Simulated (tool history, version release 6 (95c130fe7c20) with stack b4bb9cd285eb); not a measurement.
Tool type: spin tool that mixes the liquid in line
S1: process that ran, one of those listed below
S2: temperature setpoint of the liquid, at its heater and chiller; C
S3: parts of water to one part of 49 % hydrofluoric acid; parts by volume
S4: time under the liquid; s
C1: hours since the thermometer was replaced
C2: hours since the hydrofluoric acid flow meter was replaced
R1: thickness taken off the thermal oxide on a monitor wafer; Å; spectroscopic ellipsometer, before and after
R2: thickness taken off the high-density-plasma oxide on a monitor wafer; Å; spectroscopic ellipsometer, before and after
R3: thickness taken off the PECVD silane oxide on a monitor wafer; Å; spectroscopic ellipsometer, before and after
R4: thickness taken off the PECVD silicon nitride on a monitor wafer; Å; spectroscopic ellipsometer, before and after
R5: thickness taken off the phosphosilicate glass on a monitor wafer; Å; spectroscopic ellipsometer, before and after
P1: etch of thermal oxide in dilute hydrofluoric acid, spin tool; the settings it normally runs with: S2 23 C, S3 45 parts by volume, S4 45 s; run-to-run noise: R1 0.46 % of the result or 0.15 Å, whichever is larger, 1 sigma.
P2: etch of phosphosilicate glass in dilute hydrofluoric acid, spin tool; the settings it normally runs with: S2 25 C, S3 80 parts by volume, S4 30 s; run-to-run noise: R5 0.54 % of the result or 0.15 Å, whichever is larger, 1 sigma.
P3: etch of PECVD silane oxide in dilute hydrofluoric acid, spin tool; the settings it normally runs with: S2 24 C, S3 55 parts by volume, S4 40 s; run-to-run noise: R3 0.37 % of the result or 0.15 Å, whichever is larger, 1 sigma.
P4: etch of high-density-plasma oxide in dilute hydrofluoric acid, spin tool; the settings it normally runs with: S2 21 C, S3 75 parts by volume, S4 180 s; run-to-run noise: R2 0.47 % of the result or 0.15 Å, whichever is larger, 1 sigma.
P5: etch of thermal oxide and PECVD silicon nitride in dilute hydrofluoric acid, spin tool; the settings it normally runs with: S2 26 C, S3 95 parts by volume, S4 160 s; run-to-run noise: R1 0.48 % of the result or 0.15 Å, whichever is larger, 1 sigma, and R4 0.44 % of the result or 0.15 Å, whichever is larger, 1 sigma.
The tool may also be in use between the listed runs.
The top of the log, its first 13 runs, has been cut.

Run 14, day 5.654: S1 P1, S2 18.5 C, S3 45 parts by volume, S4 45 s; C1 470.4; C2 482.2. Result: R1 39.598 Å.
Run 15, day 6.25: S1 P2, S2 25 C, S3 115 parts by volume, S4 30 s; C1 484.7; C2 496.5. Result: R5 407.68 Å.
Run 16, day 6.738: S1 P4, S2 21 C, S3 75 parts by volume, S4 180 s; C1 496.4; C2 508.2. Result: R2 109.32 Å.
Run 17, day 7.304: S1 P1, S2 23 C, S3 45 parts by volume, S4 45 s; C1 510; C2 521.8. Result: R1 48.131 Å.
Run 18, day 7.575: S1 P5, S2 32 C, S3 95 parts by volume, S4 160 s; C1 516.5; C2 528.3. Result: R1 112.25 Å, R4 149.92 Å.
Run 19, day 7.904: S1 P1, S2 23 C, S3 45 parts by volume, S4 85 s; C1 524.4; C2 536.2. Result: R1 91.099 Å.
Run 20, day 8.321: S1 P3, S2 24 C, S3 90 parts by volume, S4 40 s; C1 534.4; C2 546.2. Result: R3 81.806 Å.
Run 21, day 8.871: S1 P2, S2 25 C, S3 80 parts by volume, S4 60 s; C1 547.6; C2 559.4. Result: R5 1226.5 Å.
Run 22, day 9.388: S1 P3, S2 24 C, S3 55 parts by volume, S4 40 s; C1 560; C2 571.8. Result: R3 140.52 Å.
Run 23, day 9.825: S1 P1, S2 28 C, S3 45 parts by volume, S4 15 s; C1 570.5; C2 582.3. Result: R1 19.682 Å.
Run 24, day 10.108: S1 P5, S2 26 C, S3 95 parts by volume, S4 160 s; C1 577.3; C2 589.1. Result: R1 88.527 Å, R4 102.45 Å.
Run 25, day 10.375: S1 P2, S2 18.5 C, S3 80 parts by volume, S4 30 s; C1 583.7; C2 595.5. Result: R5 474.3 Å.
Run 26, day 10.862: S1 P3, S2 24 C, S3 55 parts by volume, S4 15 s; C1 595.4; C2 607.2. Result: R3 52.882 Å.
Run 27, day 11.279: S1 P3, S2 31 C, S3 55 parts by volume, S4 40 s; C1 605.4; C2 617.2. Result: R3 184.33 Å.
Run 28, day 11.883: S1 P1, S2 23 C, S3 45 parts by volume, S4 45 s; C1 619.9; C2 631.7. Result: R1 48.014 Å.
Run 29, day 12.233: S1 P4, S2 28 C, S3 75 parts by volume, S4 180 s; C1 628.3; C2 640.1. Result: R2 146.41 Å.
Run 30, day 12.796: S1 P5, S2 26 C, S3 95 parts by volume, S4 160 s; C1 641.8; C2 653.6. Result: R1 88.451 Å, R4 103.11 Å.

Run 31, settings as shown, results not yet in. Your forecast:
Run 31, day 13.333: S1 P5, S2 26 C, S3 170 parts by volume, S4 160 s; C1 654.7; C2 666.5. Result: R1 ?, R4 ?.

R1: 44.995 Å
R4: 57.934 Å

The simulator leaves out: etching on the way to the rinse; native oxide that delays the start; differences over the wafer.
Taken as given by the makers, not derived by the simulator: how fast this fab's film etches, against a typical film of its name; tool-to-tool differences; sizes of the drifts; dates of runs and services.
